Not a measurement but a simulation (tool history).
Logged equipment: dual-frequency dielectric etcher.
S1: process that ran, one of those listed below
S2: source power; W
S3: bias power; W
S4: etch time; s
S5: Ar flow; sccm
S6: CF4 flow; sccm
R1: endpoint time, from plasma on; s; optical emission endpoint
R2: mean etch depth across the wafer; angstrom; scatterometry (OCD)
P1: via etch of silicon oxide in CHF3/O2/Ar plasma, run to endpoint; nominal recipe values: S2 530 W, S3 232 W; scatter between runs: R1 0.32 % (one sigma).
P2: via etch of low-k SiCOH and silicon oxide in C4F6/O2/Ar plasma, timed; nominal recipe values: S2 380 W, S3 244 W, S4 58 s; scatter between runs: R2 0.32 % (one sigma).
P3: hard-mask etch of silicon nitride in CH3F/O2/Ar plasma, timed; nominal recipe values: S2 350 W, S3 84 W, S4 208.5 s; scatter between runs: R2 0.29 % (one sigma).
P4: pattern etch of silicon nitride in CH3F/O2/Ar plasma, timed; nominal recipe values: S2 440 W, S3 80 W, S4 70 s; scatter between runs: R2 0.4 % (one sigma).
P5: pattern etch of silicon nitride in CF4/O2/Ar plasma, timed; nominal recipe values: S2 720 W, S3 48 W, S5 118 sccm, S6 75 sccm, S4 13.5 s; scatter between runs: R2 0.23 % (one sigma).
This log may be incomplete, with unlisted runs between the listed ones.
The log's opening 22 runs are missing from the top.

run	hour	S1	S2	S3	S4	S5	S6	R1	R2
23	181.8	P4	440	80	99.5				744.73
24	192.1	P5	960	48	13.5	118	75		416.5
25	201.5	P4	440	80	70				524.76
26	207.9	P1	690	232				231.86	
27	217.7	P1	630	162				270.29	
28	227.9	P1	530	232				255.19	
29	235.8	P2	450	244	58				1654.1
30	242.9	P2	380	315	58				1690.1
31	247.9	P1	530	232				255.85	
32	258	P1	530	232				256.92	
33	268.6	P1	530	232				258.45	
34	277.2	P1	530	232				260.08	
35	285.4	P1	530	232				259.42	
# hour 291.9: wet clean of the chamber
36	292.8	P1	530	232				261.3	
37	301.6	P1	530	232				260.64	
38	310.7	P1	530	232				260.39	
39	321.9	P1	530	232				259.63	

Forecast run 40:
40	331	P1	530	232				?	

{"run 40": {"R1": 259.35}}
